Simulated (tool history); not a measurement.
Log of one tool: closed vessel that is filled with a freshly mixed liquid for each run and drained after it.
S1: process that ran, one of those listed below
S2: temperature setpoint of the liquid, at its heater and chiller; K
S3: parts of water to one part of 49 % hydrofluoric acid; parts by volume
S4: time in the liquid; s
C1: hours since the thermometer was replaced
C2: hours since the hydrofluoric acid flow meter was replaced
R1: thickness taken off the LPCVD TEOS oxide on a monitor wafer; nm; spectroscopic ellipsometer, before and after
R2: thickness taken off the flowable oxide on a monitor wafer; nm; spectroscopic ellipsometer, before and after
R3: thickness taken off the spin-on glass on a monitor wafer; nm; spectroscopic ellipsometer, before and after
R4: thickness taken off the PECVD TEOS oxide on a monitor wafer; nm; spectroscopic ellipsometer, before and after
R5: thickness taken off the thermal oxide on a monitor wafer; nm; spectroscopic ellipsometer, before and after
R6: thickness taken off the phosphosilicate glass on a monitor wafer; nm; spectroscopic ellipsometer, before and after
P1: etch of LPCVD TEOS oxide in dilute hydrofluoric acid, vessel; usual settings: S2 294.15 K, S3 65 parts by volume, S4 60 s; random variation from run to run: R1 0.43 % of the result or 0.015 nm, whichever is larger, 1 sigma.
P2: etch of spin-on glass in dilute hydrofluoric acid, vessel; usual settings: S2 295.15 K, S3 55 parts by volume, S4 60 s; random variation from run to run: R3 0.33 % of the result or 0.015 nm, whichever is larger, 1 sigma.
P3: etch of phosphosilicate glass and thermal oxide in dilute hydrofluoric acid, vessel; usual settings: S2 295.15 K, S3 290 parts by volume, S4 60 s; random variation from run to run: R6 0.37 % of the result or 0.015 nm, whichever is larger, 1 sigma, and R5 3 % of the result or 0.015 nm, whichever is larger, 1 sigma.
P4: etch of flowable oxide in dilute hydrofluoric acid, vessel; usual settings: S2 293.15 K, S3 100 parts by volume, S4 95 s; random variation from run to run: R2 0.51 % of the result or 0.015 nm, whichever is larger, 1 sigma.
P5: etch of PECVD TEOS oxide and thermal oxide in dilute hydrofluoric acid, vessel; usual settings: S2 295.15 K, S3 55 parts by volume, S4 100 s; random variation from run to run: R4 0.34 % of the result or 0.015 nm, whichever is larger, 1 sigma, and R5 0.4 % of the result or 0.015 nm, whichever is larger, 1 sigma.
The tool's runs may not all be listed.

Run 1, hour 12.0: S1 P1, S2 294.15 K, S3 65 parts by volume, S4 60 s; C1 619.9; C2 494.2. Result: R1 32.849 nm.
Run 2, hour 18.0: S1 P1, S2 300.65 K, S3 65 parts by volume, S4 60 s; C1 625.9; C2 500.2. Result: R1 42.981 nm.
Run 3, hour 26.2: S1 P4, S2 293.15 K, S3 20 parts by volume, S4 95 s; C1 634.1; C2 508.4. Result: R2 154.7200 nm.
Run 4, hour 37.6: S1 P4, S2 293.15 K, S3 100 parts by volume, S4 95 s; C1 645.5; C2 519.8. Result: R2 28.2640 nm.
Run 5, hour 44.1: S1 P2, S2 295.15 K, S3 20 parts by volume, S4 60 s; C1 652.0; C2 526.3. Result: R3 137.930 nm.
Run 6, hour 51.1: S1 P1, S2 290.15 K, S3 100 parts by volume, S4 60 s; C1 659.0; C2 533.3. Result: R1 17.347 nm.
Run 7, hour 62.0: S1 P5, S2 295.15 K, S3 100 parts by volume, S4 100 s; C1 669.9; C2 544.2. Result: R4 11.564 nm, R5 4.38640 nm.
Run 8, hour 68.2: S1 P1, S2 294.15 K, S3 65 parts by volume, S4 30 s; C1 676.1; C2 550.4. Result: R1 16.413 nm.
Run 9, hour 79.2: S1 P1, S2 294.15 K, S3 110 parts by volume, S4 60 s; C1 687.1; C2 561.4. Result: R1 18.431 nm.
Run 10, hour 89.9: S1 P3, S2 295.15 K, S3 290 parts by volume, S4 60 s; C1 697.8; C2 572.1. Result: R5 0.73405 nm, R6 19.7880 nm.
Run 11, hour 99.0: S1 P3, S2 295.15 K, S3 180 parts by volume, S4 60 s; C1 706.9; C2 581.2. Result: R5 1.38500 nm, R6 35.2770 nm.
Run 12, hour 110.5: S1 P1, S2 294.15 K, S3 65 parts by volume, S4 60 s; C1 718.4; C2 592.7. Result: R1 33.105 nm.
Run 13, hour 118.1: S1 P1, S2 294.15 K, S3 35 parts by volume, S4 30 s; C1 726.0; C2 600.3. Result: R1 31.668 nm.
Run 14, hour 130.1: S1 P1, S2 294.15 K, S3 65 parts by volume, S4 60 s; C1 738.0; C2 612.3. Result: R1 33.046 nm.
Run 15, hour 142.1: S1 P2, S2 302.65 K, S3 55 parts by volume, S4 60 s; C1 750.0; C2 624.3. Result: R3 64.745 nm.
Run 16, hour 153.1: S1 P1, S2 294.15 K, S3 30 parts by volume, S4 60 s; C1 761.0; C2 635.3. Result: R1 74.752 nm.
Run 17, hour 159.5: S1 P3, S2 290.65 K, S3 290 parts by volume, S4 60 s; C1 767.4; C2 641.7. Result: R5 0.66150 nm, R6 16.7040 nm.
Run 18, hour 166.4: S1 P2, S2 295.15 K, S3 55 parts by volume, S4 90 s; C1 774.3; C2 648.6. Result: R3 71.849 nm.
Run 19, hour 175.0: S1 P1, S2 290.15 K, S3 20 parts by volume, S4 60 s; C1 782.9; C2 657.2. Result: R1 94.687 nm.
Run 20, hour 181.2: S1 P3, S2 295.15 K, S3 290 parts by volume, S4 30 s; C1 789.1; C2 663.4. Result: R5 0.39032 nm, R6 9.8457 nm.
Run 21, hour 190.1: S1 P4, S2 290.15 K, S3 100 parts by volume, S4 95 s; C1 798.0; C2 672.3. Result: R2 24.8890 nm.
Run 22, hour 199.2: S1 P3, S2 295.15 K, S3 290 parts by volume, S4 60 s; C1 807.1; C2 681.4. Result: R5 0.78319 nm, R6 19.5700 nm.
Run 23, hour 206.6: S1 P5, S2 295.15 K, S3 55 parts by volume, S4 100 s; C1 814.5; C2 688.8. Result: R4 22.247 nm, R5 8.49630 nm.
Run 24, hour 216.7: S1 P5, S2 290.65 K, S3 55 parts by volume, S4 100 s; C1 824.6; C2 698.9. Result: R4 18.355 nm, R5 6.97560 nm.
Run 25, hour 223.1: S1 P1, S2 290.15 K, S3 65 parts by volume, S4 60 s; C1 831.0; C2 705.3. Result: R1 28.088 nm.
Run 26, hour 229.5: S1 P1, S2 294.15 K, S3 65 parts by volume, S4 60 s; C1 837.4; C2 711.7. Result: R1 33.020 nm.
Run 27, hour 242.4: S1 P5, S2 295.15 K, S3 55 parts by volume, S4 100 s; C1 850.3; C2 724.6. Result: R4 22.234 nm, R5 8.47790 nm.
Run 28, hour 249.2: S1 P2, S2 295.15 K, S3 55 parts by volume, S4 60 s; C1 857.1; C2 731.4. Result: R3 47.816 nm.
Run 29, hour 257.5: S1 P1, S2 294.15 K, S3 65 parts by volume, S4 60 s; C1 865.4; C2 739.7. Result: R1 33.020 nm.
Run 30, hour 267.2: S1 P1, S2 294.15 K, S3 65 parts by volume, S4 100 s; C1 875.1; C2 749.4. Result: R1 55.341 nm.
Run 31, hour 278.2: S1 P4, S2 293.15 K, S3 100 parts by volume, S4 30 s; C1 886.1; C2 760.4. Result: R2 9.0028 nm.
Run 32, hour 291.1: S1 P5, S2 295.15 K, S3 55 parts by volume, S4 55 s; C1 899.0; C2 773.3. Result: R4 12.269 nm, R5 4.63690 nm.
Run 33, hour 302.8: S1 P1, S2 294.15 K, S3 65 parts by volume, S4 60 s; C1 910.7; C2 785.0. Result: R1 33.063 nm.
Run 34, hour 311.6: S1 P1, S2 294.15 K, S3 65 parts by volume, S4 60 s; C1 919.5; C2 793.8. Result: R1 32.150 nm.
Run 35, hour 324.2: S1 P1, S2 294.15 K, S3 65 parts by volume, S4 60 s; C1 932.1; C2 806.4. Result: R1 31.058 nm.
Run 36, hour 335.0: S1 P1, S2 294.15 K, S3 65 parts by volume, S4 60 s; C1 942.9; C2 817.2. Result: R1 30.750 nm.
Run 37, hour 344.8: S1 P1, S2 294.15 K, S3 65 parts by volume, S4 60 s; C1 952.7; C2 827.0. Result: R1 30.186 nm.
Run 38, hour 352.4: S1 P1, S2 294.15 K, S3 65 parts by volume, S4 60 s; C1 960.3; C2 834.6. Result: R1 30.077 nm.
Run 39, hour 362.2: S1 P1, S2 294.15 K, S3 65 parts by volume, S4 60 s; C1 970.1; C2 844.4. Result: R1 30.097 nm.
Run 40, hour 368.6: S1 P1, S2 294.15 K, S3 65 parts by volume, S4 60 s; C1 976.5; C2 850.8. Result: R1 30.128 nm.
Run 41, hour 375.5: S1 P1, S2 294.15 K, S3 65 parts by volume, S4 60 s; C1 983.4; C2 857.7. Result: R1 30.169 nm.
Run 42, hour 386.7: S1 P1, S2 294.15 K, S3 65 parts by volume, S4 60 s; C1 994.6; C2 868.9. Result: R1 30.042 nm.
Run 43, hour 396.6: S1 P1, S2 294.15 K, S3 65 parts by volume, S4 60 s; C1 1004.5; C2 878.8. Result: R1 29.729 nm.
Run 44, hour 408.4: S1 P1, S2 294.15 K, S3 65 parts by volume, S4 60 s; C1 1016.3; C2 890.6. Result: R1 29.865 nm.

What P1 gives has crept away from where it was. These 2 causes fit the log equally well, each at the size given:
A: hydrofluoric acid flow below the setpoint (%) = 8.91
B: liquid colder than its thermometer reads (K) = 2.4
The creep began at about hour 302.8.

4 check runs are offered, one wafer each, their results left as question marks. Which one tells the causes apart?
Run check 1, hour 420.2: S1 P3, S2 295.15 K, S3 290 parts by volume, S4 60 s. Result: R5 ?, R6 ?.
Run check 2, hour 420.2: S1 P5, S2 295.15 K, S3 55 parts by volume, S4 100 s. Result: R4 ?, R5 ?.
Run check 3, hour 420.2: S1 P4, S2 293.15 K, S3 100 parts by volume, S4 95 s. Result: R2 ?.
Run check 4, hour 420.2: S1 P2, S2 295.15 K, S3 55 parts by volume, S4 60 s. Result: R3 ?.

What each check would give under each cause:
  check  result     if A     if B
check 1      R5  0.70475  0.72800
check 1      R6  17.4530  18.0290
check 2      R4   20.177   20.159
check 2      R5  7.62600  7.61920
check 3      R2  25.4490  25.5640
check 4      R3   43.307   43.269
How far apart the two closest causes lie, in the result that separates them most: check 1 3.25 %; check 2 0.09 %; check 3 0.45 %; check 4 0.09 %
Only check 1 tells the causes apart: in the others they would give nearly the same result.

Check 1 was then run and gave: R5 0.68041 nm; R6 17.4760 nm. Which cause is it?

It is A: hydrofluoric acid flow below the setpoint (%).
